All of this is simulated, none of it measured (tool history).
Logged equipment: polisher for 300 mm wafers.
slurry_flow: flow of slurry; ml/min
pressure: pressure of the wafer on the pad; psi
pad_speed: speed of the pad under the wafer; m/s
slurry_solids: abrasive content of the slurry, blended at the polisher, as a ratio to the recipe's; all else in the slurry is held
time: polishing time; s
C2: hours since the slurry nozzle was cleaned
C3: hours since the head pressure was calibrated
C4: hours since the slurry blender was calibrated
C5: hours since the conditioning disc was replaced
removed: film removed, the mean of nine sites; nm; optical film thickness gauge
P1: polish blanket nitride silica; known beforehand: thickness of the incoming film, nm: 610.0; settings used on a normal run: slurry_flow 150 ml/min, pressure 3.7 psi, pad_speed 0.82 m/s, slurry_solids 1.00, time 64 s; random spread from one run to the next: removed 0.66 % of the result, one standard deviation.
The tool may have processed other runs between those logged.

Run 1, hour 7.5: slurry_flow 150 ml/min, pressure 3.7 psi, pad_speed 0.82 m/s, slurry_solids 1.00, time 64 s; wafers polished on this pad 417; C2 61.5; C3 792.6; C4 138.3; C5 282.3. Result: removed 38.767 nm.
Run 2, hour 15.1: slurry_flow 220 ml/min, pressure 3.7 psi, pad_speed 0.82 m/s, slurry_solids 1.00, time 64 s; wafers polished on this pad 465; C2 69.1; C3 800.2; C4 145.9; C5 289.9. Result: removed 41.141 nm.
Run 3, hour 19.9: slurry_flow 150 ml/min, pressure 3.7 psi, pad_speed 0.82 m/s, slurry_solids 1.00, time 64 s; wafers polished on this pad 496; C2 73.9; C3 805.0; C4 150.7; C5 294.7. Result: removed 39.247 nm.
At hour 21.8: slurry nozzle cleaned.
Run 4, hour 25.1: slurry_flow 150 ml/min, pressure 5.7 psi, pad_speed 0.52 m/s, slurry_solids 1.00, time 64 s; wafers polished on this pad 529; C2 3.3; C3 810.2; C4 155.9; C5 299.9. Result: removed 40.979 nm.
Run 5, hour 33.9: slurry_flow 150 ml/min, pressure 1.9 psi, pad_speed 0.82 m/s, slurry_solids 1.00, time 64 s; wafers polished on this pad 585; C2 12.1; C3 819.0; C4 164.7; C5 308.7. Result: removed 19.911 nm.
Run 6, hour 43.5: slurry_flow 150 ml/min, pressure 5.3 psi, pad_speed 0.82 m/s, slurry_solids 1.00, time 64 s; wafers polished on this pad 647; C2 21.7; C3 828.6; C4 174.3; C5 318.3. Result: removed 55.977 nm.
Run 7, hour 48.4: slurry_flow 150 ml/min, pressure 3.7 psi, pad_speed 0.82 m/s, slurry_solids 1.00, time 64 s; wafers polished on this pad 678; C2 26.6; C3 833.5; C4 179.2; C5 323.2. Result: removed 38.981 nm.
Run 8, hour 56.8: slurry_flow 150 ml/min, pressure 3.7 psi, pad_speed 0.82 m/s, slurry_solids 1.00, time 64 s; wafers polished on this pad 732; C2 35.0; C3 841.9; C4 187.6; C5 331.6. Result: removed 38.843 nm.
Run 9, hour 66.0: slurry_flow 150 ml/min, pressure 3.7 psi, pad_speed 0.82 m/s, slurry_solids 1.00, time 43 s; wafers polished on this pad 790; C2 44.2; C3 851.1; C4 196.8; C5 340.8. Result: removed 26.060 nm.
Run 10, hour 75.6: slurry_flow 150 ml/min, pressure 3.7 psi, pad_speed 0.82 m/s, slurry_solids 1.35, time 64 s; wafers polished on this pad 852; C2 53.8; C3 860.7; C4 206.4; C5 350.4. Result: removed 44.262 nm.
Run 11, hour 80.4: slurry_flow 90 ml/min, pressure 3.7 psi, pad_speed 0.38 m/s, slurry_solids 1.00, time 64 s; wafers polished on this pad 882; C2 58.6; C3 865.5; C4 211.2; C5 355.2. Result: removed 18.952 nm.
Run 12, hour 89.0: slurry_flow 150 ml/min, pressure 3.7 psi, pad_speed 0.82 m/s, slurry_solids 1.00, time 84 s; wafers polished on this pad 937; C2 67.2; C3 874.1; C4 219.8; C5 363.8. Result: removed 50.492 nm.
Run 13, hour 97.5: slurry_flow 90 ml/min, pressure 3.7 psi, pad_speed 0.82 m/s, slurry_solids 1.00, time 64 s; wafers polished on this pad 991; C2 75.7; C3 882.6; C4 228.3; C5 372.3. Result: removed 34.646 nm.
Run 14, hour 103.4: slurry_flow 150 ml/min, pressure 3.7 psi, pad_speed 0.82 m/s, slurry_solids 0.60, time 64 s; wafers polished on this pad 1029; C2 81.6; C3 888.5; C4 234.2; C5 378.2. Result: removed 29.699 nm.
Run 15, hour 110.0: slurry_flow 150 ml/min, pressure 3.7 psi, pad_speed 0.82 m/s, slurry_solids 1.00, time 64 s; wafers polished on this pad 1071; C2 88.2; C3 895.1; C4 240.8; C5 384.8. Result: removed 38.771 nm.
Run 16, hour 115.1: slurry_flow 150 ml/min, pressure 3.7 psi, pad_speed 0.82 m/s, slurry_solids 1.00, time 64 s; wafers polished on this pad 1104; C2 93.3; C3 900.2; C4 245.9; C5 389.9. Result: removed 38.883 nm.
Run 17, hour 120.1: slurry_flow 150 ml/min, pressure 3.7 psi, pad_speed 1.18 m/s, slurry_solids 1.00, time 64 s; wafers polished on this pad 1136; C2 98.3; C3 905.2; C4 250.9; C5 394.9. Result: removed 51.841 nm.
Run 18, hour 128.0: slurry_flow 150 ml/min, pressure 3.7 psi, pad_speed 0.48 m/s, slurry_solids 1.00, time 64 s; wafers polished on this pad 1186; C2 106.2; C3 913.1; C4 258.8; C5 402.8. Result: removed 25.463 nm.
Run 19, hour 137.9: slurry_flow 150 ml/min, pressure 3.7 psi, pad_speed 0.82 m/s, slurry_solids 1.00, time 64 s; wafers polished on this pad 1249; C2 116.1; C3 923.0; C4 268.7; C5 412.7. Result: removed 38.892 nm.
Run 20, hour 143.6: slurry_flow 150 ml/min, pressure 3.7 psi, pad_speed 0.82 m/s, slurry_solids 1.00, time 64 s; wafers polished on this pad 1286; C2 121.8; C3 928.7; C4 274.4; C5 418.4. Result: removed 37.914 nm.
Run 21, hour 148.5: slurry_flow 150 ml/min, pressure 3.7 psi, pad_speed 0.82 m/s, slurry_solids 1.00, time 64 s; wafers polished on this pad 1317; C2 126.7; C3 933.6; C4 279.3; C5 423.3. Result: removed 37.312 nm.
Run 22, hour 157.1: slurry_flow 150 ml/min, pressure 3.7 psi, pad_speed 0.82 m/s, slurry_solids 1.00, time 64 s; wafers polished on this pad 1372; C2 135.3; C3 942.2; C4 287.9; C5 431.9. Result: removed 35.886 nm.

The next listed run, before its measurement:
At hour 160.5: conditioning disc replaced and pad reconditioned.
Run 23, hour 164.1: slurry_flow 150 ml/min, pressure 3.7 psi, pad_speed 0.82 m/s, slurry_solids 1.00, time 64 s; wafers polished on this pad 1417; C2 142.3; C3 949.2; C4 294.9; C5 3.6. Result: removed ?.

Run 23 yielded removed 35.451 nm.
